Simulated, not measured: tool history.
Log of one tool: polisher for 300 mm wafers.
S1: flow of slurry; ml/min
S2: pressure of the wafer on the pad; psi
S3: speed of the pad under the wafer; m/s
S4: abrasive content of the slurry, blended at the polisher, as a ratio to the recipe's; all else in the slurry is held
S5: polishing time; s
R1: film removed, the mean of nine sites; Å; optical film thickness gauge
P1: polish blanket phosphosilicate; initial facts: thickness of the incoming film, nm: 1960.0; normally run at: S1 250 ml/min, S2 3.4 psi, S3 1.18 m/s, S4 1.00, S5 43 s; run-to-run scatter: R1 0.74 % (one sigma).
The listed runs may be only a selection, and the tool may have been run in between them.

run	day	S1	S2	S3	S4	S5	R1
1	0.221	250	3.4	1.18	1.00	43	4431.2
2	0.438	370	3.4	1.18	1.00	43	4567.4
3	0.588	250	3.4	1.18	1.40	43	5030.1
4	0.796	250	3.4	1.78	1.00	43	6188.3
5	0.896	250	5.3	1.18	1.00	43	6961.6
6	1.117	250	3.4	1.18	1.00	27	2762.8
7	1.233	250	3.4	0.54	1.00	43	2376.0
8	1.408	250	2.0	1.18	1.00	43	2608.5
9	1.625	250	3.4	1.18	1.00	43	4449.6
10	1.846	250	3.4	1.18	1.00	68	7070.8
11	1.975	185	3.4	1.18	1.00	27	2666.9
12	2.146	150	3.4	1.18	1.00	43	4151.1
13	2.300	250	3.4	1.18	1.00	43	4404.0
14	2.488	250	3.4	1.18	1.00	43	4479.4
# day 2.650: slurry blender recalibrated
15	2.662	250	3.4	1.18	1.25	66	7468.1
16	2.838	150	3.4	1.18	1.40	43	4760.3
# day 2.892: head pressure recalibrated
17	3.004	250	3.4	1.18	0.50	43	3084.8
18	3.221	250	3.4	1.18	1.00	43	4440.6
19	3.421	250	3.4	1.18	1.00	43	4254.6
20	3.558	250	3.4	1.18	1.00	43	4140.7
21	3.671	250	3.4	1.18	1.00	43	4074.3

What will run 22 give?
22	3.862	250	3.4	1.18	1.00	43	?

{"run 22": {"R1": 4035.5}}
